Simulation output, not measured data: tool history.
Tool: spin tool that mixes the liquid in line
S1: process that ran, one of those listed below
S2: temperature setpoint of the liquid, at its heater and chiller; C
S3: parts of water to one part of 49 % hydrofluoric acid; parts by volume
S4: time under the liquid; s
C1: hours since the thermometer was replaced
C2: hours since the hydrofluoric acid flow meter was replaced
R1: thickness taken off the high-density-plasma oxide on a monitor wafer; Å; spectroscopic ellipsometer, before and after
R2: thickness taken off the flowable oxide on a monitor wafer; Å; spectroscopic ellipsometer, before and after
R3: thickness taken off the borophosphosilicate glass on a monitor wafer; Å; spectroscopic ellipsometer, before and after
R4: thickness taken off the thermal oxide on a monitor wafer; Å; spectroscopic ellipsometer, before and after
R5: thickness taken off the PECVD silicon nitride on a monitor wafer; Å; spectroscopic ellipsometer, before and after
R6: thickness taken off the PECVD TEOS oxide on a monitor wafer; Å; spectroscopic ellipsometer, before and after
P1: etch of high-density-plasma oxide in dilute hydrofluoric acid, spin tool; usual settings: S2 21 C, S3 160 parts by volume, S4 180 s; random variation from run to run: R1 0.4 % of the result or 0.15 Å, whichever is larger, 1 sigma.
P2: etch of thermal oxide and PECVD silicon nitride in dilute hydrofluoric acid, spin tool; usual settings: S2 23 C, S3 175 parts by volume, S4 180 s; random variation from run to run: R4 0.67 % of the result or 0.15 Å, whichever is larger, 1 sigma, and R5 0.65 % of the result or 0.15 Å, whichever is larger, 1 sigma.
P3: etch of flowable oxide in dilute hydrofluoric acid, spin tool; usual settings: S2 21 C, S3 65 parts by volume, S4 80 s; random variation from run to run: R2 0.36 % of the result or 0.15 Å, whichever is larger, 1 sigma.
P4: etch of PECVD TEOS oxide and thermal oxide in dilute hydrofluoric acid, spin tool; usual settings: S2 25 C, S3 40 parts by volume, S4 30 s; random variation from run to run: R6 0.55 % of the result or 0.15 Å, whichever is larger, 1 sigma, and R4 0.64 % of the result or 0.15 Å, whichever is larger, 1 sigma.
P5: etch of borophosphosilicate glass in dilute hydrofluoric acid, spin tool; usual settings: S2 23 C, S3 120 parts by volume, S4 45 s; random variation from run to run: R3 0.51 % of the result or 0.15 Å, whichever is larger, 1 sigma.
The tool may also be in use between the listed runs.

| run | hour | S1 | S2 | S3 | S4 | C1 | C2 | R1 | R2 | R3 | R4 | R5 | R6 |
|---|---|---|---|---|---|---|---|---|---|---|---|---|---|
| 1 | 5.4 | P1 | 21 | 160 | 180 | 292.2 | 1249.6 | 94.781 |  |  |  |  |  |
| 2 | 11.4 | P1 | 21 | 160 | 325 | 298.2 | 1255.6 | 169.09 |  |  |  |  |  |
| 3 | 16.9 | P3 | 25 | 65 | 80 | 303.7 | 1261.1 |  | 423.91 |  |  |  |  |
| 4 | 22 | P1 | 17.5 | 60 | 180 | 308.8 | 1266.2 | 243.62 |  |  |  |  |  |
| 5 | 27.1 | P5 | 17 | 120 | 45 | 313.9 | 1271.3 |  |  | 212.93 |  |  |  |
| 6 | 30.8 | P1 | 17 | 160 | 180 | 317.6 | 1275 | 81.529 |  |  |  |  |  |
| 7 | 35.5 | P2 | 23 | 175 | 310 | 322.3 | 1279.7 |  |  |  | 73.937 | 66.159 |  |
|  | 36.8 | thermometer replaced |
| 8 | 40.1 | P2 | 28.5 | 175 | 180 | 3.3 | 1284.3 |  |  |  | 52.534 | 54.671 |  |
| 9 | 45.5 | P1 | 21 | 160 | 180 | 8.7 | 1289.7 | 95.004 |  |  |  |  |  |
| 10 | 49.1 | P4 | 25 | 40 | 30 | 12.3 | 1293.3 |  |  |  | 42.112 |  | 98.886 |
| 11 | 54.7 | P5 | 23 | 120 | 45 | 17.9 | 1298.9 |  |  | 269.77 |  |  |  |
| 12 | 59.5 | P2 | 23 | 175 | 180 | 22.7 | 1303.7 |  |  |  | 42.261 | 38.619 |  |
| 13 | 65.3 | P1 | 25 | 160 | 70 | 28.5 | 1309.5 | 42.908 |  |  |  |  |  |
| 14 | 70.9 | P1 | 21 | 90 | 180 | 34.1 | 1315.1 | 182.99 |  |  |  |  |  |
| 15 | 73.6 | P1 | 26 | 160 | 180 | 36.8 | 1317.8 | 114.38 |  |  |  |  |  |
| 16 | 77.4 | P2 | 23 | 175 | 180 | 40.6 | 1321.6 |  |  |  | 42 | 38.216 |  |
| 17 | 81.3 | P2 | 23 | 55 | 180 | 44.5 | 1325.5 |  |  |  | 156.63 | 119.19 |  |
| 18 | 86.9 | P1 | 21 | 160 | 180 | 50.1 | 1331.1 | 94.23 |  |  |  |  |  |
| 19 | 91.6 | P5 | 23 | 120 | 85 | 54.8 | 1335.8 |  |  | 508.31 |  |  |  |
| 20 | 95.7 | P4 | 25 | 40 | 15 | 58.9 | 1339.9 |  |  |  | 20.835 |  | 48.825 |
| 21 | 98.5 | P4 | 25 | 20 | 30 | 61.7 | 1342.7 |  |  |  | 86.627 |  | 201.07 |
| 22 | 102.7 | P1 | 21 | 160 | 50 | 65.9 | 1346.9 | 26.425 |  |  |  |  |  |
| 23 | 108.2 | P3 | 21 | 65 | 15 | 71.4 | 1352.4 |  | 67.162 |  |  |  |  |
| 24 | 111.8 | P1 | 21 | 160 | 180 | 75 | 1356 | 94.28 |  |  |  |  |  |
| 25 | 117 | P1 | 21 | 225 | 180 | 80.2 | 1361.2 | 62.908 |  |  |  |  |  |
| 26 | 120.9 | P3 | 21 | 65 | 80 | 84.1 | 1365.1 |  | 360.37 |  |  |  |  |
| 27 | 126.3 | P4 | 33.5 | 40 | 30 | 89.5 | 1370.5 |  |  |  | 59.632 |  | 137.11 |
| 28 | 131.1 | P3 | 21 | 100 | 80 | 94.3 | 1375.3 |  | 224.6 |  |  |  |  |
| 29 | 135.1 | P1 | 21 | 160 | 180 | 98.3 | 1379.3 | 95.47 |  |  |  |  |  |
| 30 | 138.4 | P5 | 23 | 175 | 45 | 101.6 | 1382.6 |  |  | 174.68 |  |  |  |
| 31 | 144.3 | P1 | 21 | 160 | 180 | 107.5 | 1388.5 | 94.659 |  |  |  |  |  |
| 32 | 148.4 | P1 | 21 | 160 | 180 | 111.6 | 1392.6 | 92.776 |  |  |  |  |  |
| 33 | 154.3 | P1 | 21 | 160 | 180 | 117.5 | 1398.5 | 91.263 |  |  |  |  |  |
| 34 | 158 | P1 | 21 | 160 | 180 | 121.2 | 1402.2 | 90.234 |  |  |  |  |  |

The next listed run, before its measurement:
| 35 | 162.1 | P1 | 21 | 160 | 180 | 125.3 | 1406.3 | ? |  |  |  |  |  |

R1: 89.076 Å
